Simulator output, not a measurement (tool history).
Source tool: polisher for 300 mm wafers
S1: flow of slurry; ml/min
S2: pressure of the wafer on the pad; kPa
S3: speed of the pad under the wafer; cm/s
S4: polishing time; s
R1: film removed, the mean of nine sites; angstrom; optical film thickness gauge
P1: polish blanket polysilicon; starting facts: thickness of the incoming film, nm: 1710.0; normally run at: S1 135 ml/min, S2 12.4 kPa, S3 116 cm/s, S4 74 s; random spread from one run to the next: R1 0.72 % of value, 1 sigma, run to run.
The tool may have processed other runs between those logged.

{"run": 1, "hour": 10.8, "S1": 135, "S2": 12.4, "S3": 116, "S4": 74, "R1": 4002.7}
{"run": 2, "hour": 23.6, "S1": 135, "S2": 17.9, "S3": 116, "S4": 74, "R1": 5700.5}
{"hour": 34.0, "done": "slurry nozzle cleaned"}
{"run": 3, "hour": 36.3, "S1": 135, "S2": 12.4, "S3": 116, "S4": 74, "R1": 3950.5}
{"run": 4, "hour": 47.3, "S1": 135, "S2": 12.4, "S3": 116, "S4": 74, "R1": 4011.0}
{"run": 5, "hour": 57.1, "S1": 135, "S2": 12.4, "S3": 116, "S4": 104, "R1": 5620.5}
{"run": 6, "hour": 70.7, "S1": 135, "S2": 12.4, "S3": 116, "S4": 39, "R1": 2098.2}
{"run": 7, "hour": 84.6, "S1": 135, "S2": 12.4, "S3": 116, "S4": 74, "R1": 3991.2}
{"run": 8, "hour": 93.5, "S1": 80, "S2": 12.4, "S3": 152, "S4": 74, "R1": 4597.1}
{"run": 9, "hour": 102.6, "S1": 180, "S2": 12.4, "S3": 116, "S4": 74, "R1": 4126.4}
{"run": 10, "hour": 113.8, "S1": 135, "S2": 12.4, "S3": 78, "S4": 74, "R1": 2680.2}
{"run": 11, "hour": 125.8, "S1": 135, "S2": 12.4, "S3": 116, "S4": 74, "R1": 3998.0}
{"run": 12, "hour": 139.2, "S1": 135, "S2": 12.4, "S3": 116, "S4": 74, "R1": 3984.0}
{"run": 13, "hour": 154.6, "S1": 135, "S2": 12.4, "S3": 164, "S4": 74, "R1": 5671.7}
{"run": 14, "hour": 166.0, "S1": 135, "S2": 12.4, "S3": 116, "S4": 74, "R1": 4017.0}
{"run": 15, "hour": 176.4, "S1": 80, "S2": 12.4, "S3": 116, "S4": 74, "R1": 3507.7}
{"run": 16, "hour": 185.7, "S1": 135, "S2": 7.6, "S3": 116, "S4": 74, "R1": 2451.6}
{"run": 17, "hour": 194.5, "S1": 135, "S2": 12.4, "S3": 116, "S4": 74, "R1": 3987.6}
{"run": 18, "hour": 211.3, "S1": 135, "S2": 12.4, "S3": 116, "S4": 74, "R1": 3874.7}
{"run": 19, "hour": 229.1, "S1": 135, "S2": 12.4, "S3": 116, "S4": 74, "R1": 3823.2}

Estimate the outcome of run 20 from the log above:
{"run": 20, "hour": 242.7, "S1": 135, "S2": 12.4, "S3": 116, "S4": 74, "R1": "?"}

R1: 3746.8 angstrom
